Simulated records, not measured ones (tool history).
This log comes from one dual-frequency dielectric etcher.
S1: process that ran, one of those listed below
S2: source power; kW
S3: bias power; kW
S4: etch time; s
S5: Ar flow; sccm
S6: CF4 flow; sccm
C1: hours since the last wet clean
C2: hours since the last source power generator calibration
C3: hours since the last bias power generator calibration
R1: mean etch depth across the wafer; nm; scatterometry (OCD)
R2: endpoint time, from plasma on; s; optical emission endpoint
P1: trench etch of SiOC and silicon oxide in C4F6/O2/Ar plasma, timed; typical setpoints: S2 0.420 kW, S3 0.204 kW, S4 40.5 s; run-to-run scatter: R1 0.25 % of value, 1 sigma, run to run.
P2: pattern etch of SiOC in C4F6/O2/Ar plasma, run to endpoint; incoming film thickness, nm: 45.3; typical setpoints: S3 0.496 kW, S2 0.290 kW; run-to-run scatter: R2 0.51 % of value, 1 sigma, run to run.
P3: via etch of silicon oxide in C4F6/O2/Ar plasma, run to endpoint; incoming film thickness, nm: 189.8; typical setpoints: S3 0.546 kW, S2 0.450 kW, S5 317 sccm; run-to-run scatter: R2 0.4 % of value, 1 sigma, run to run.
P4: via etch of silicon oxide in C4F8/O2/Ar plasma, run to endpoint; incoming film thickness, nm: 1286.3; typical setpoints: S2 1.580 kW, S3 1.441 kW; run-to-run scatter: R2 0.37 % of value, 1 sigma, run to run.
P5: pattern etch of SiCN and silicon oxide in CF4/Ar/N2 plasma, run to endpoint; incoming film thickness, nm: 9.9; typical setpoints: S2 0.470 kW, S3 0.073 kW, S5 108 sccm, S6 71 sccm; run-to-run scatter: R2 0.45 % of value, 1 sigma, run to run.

run	hour	S1	S2	S3	S4	S5	S6	C1	C2	C3	R1	R2
1	12.9	P1	0.420	0.204	40.5			254.7	2104.5	682.7	84.732	
2	20.2	P1	0.420	0.204	40.5			262.0	2111.8	690.0	84.663	
3	29.8	P1	0.420	0.204	40.5			271.6	2121.4	699.6	84.629	
4	39.4	P1	0.420	0.204	40.5			281.2	2131.0	709.2	84.188	
5	50.5	P2	0.290	0.496				292.3	2142.1	720.3		17.062
6	59.0	P2	0.290	0.496				300.8	2150.6	728.8		17.166
7	72.6	P5	0.470	0.073		108	93	314.4	2164.2	742.4		11.008
8	82.1	P5	0.470	0.043		108	71	323.9	2173.7	751.9		13.551
9	88.6	P4	1.580	1.441				330.4	2180.2	758.4		302.590
10	97.9	P4	0.910	1.441				339.7	2189.5	767.7		376.480
11	109.7	P2	0.170	0.496				351.5	2201.3	779.5		20.831
12	117.6	P1	0.420	0.204	40.5			359.4	2209.2	787.4	84.202	
13	131.6	P5	0.470	0.073		78	71	373.4	2223.2	801.4		10.912
14	142.8	P1	0.420	0.204	40.5			384.6	2234.4	812.6	84.372	
15	154.8	P1	0.420	0.277	40.5			396.6	2246.4	824.6	93.717	
16	167.6	P3	0.450	0.546		317		409.4	2259.2	837.4		40.003
17	176.4	P1	0.420	0.204	50.5			418.2	2268.0	846.2	105.560	
18	187.5	P3	0.450	0.396		317		429.3	2279.1	857.3		45.268
19	194.2	P5	0.330	0.073		108	71	436.0	2285.8	864.0		15.534
20	203.1	P3	0.450	0.546		317		444.9	2294.7	872.9		40.045
21	213.1	P4	1.580	1.441				454.9	2304.7	882.9		300.420
22	220.5	P2	0.290	0.697				462.3	2312.1	890.3		15.129
23	233.7	P1	0.280	0.260	40.5			475.5	2325.3	903.5	78.352	
24	242.8	P3	0.450	0.546		411		484.6	2334.4	912.6		41.263
25	249.3	P3	0.540	0.546		317		491.1	2340.9	919.1		37.566
26	261.5	P1	0.280	0.204	59.0			503.3	2353.1	931.3	105.270	
27	273.7	P1	0.420	0.204	22.5			515.5	2365.3	943.5	46.930	
28	284.2	P1	0.500	0.204	40.5			526.0	2375.8	954.0	90.108	
29	293.2	P1	0.420	0.204	40.5			535.0	2384.8	963.0	84.652	
30	303.3	P5	0.470	0.073		108	71	545.1	2394.9	973.1		11.398
31	310.3	P1	0.330	0.204	40.5			552.1	2401.9	980.1	76.937	
32	318.2	P4	1.580	1.796				560.0	2409.8	988.0		284.020
33	330.3	P1	0.420	0.163	40.5			572.1	2421.9	1000.1	78.383	
34	336.9	P1	0.420	0.204	40.5			578.7	2428.5	1006.7	84.647	
35	345.2	P1	0.420	0.204	40.5			587.0	2436.8	1015.0	84.097	
36	354.4	P1	0.420	0.204	40.5			596.2	2446.0	1024.2	83.983	
37	368.7	P1	0.420	0.204	40.5			610.5	2460.3	1038.5	83.618	
# hour 370.8: wet clean of the chamber
38	380.3	P1	0.420	0.204	40.5			9.6	2471.9	1050.1	83.213	
39	389.0	P1	0.420	0.204	40.5			18.3	2480.6	1058.8	83.352	
40	397.1	P1	0.420	0.204	40.5			26.4	2488.7	1066.9	83.504	
41	403.7	P1	0.420	0.204	40.5			33.0	2495.3	1073.5	83.169	

The log shows P1 creeping away from where it was. Any of the 2 causes listed here, at the size stated for it, fits the log just as well as the others:
A: source power that arrives under what is set, % = 3.78
B: bias power that arrives under what is set, % = 4.51
At approximately hour 336.9, the process output began to creep.
Each remaining cause and why it is not a fit:
chamber walls in a state that lowers the etch rate, %: serviced at hour 370.8, after the change had begun; the process did not return to its earlier output

Consider the 4 check runs below, whose results appear as question marks and each of which averages 3 wafers. Which one distinguishes the causes, in that each cause would give it a clearly different result?
check 1	410.3	P5	0.470	0.049		80	71					?
check 2	410.3	P2	0.200	0.692								?
check 3	410.3	P3	0.450	0.546		403						?
check 4	410.3	P4	0.940	1.441								?

What every check run would give for each of its results, assuming each possible cause in turn:
check	result	if A	if B
check 1	R2	12.812	12.546
check 2	R2	17.539	17.620
check 3	R2	41.772	41.903
check 4	R2	377.370	376.430
Minimum pairwise separation of causes per check, each pair taken at its best-separating result: check 1 2.1 %; check 2 0.46 %; check 3 0.31 %; check 4 0.25 %
The other checks would show nearly matching results whichever cause is true, so check 1 is the only one that separates the causes.

Running check 1 produced the following: R2 12.831 s. Which one of the listed causes fits?

Of the candidate causes, it is A: source power that arrives under what is set, %.

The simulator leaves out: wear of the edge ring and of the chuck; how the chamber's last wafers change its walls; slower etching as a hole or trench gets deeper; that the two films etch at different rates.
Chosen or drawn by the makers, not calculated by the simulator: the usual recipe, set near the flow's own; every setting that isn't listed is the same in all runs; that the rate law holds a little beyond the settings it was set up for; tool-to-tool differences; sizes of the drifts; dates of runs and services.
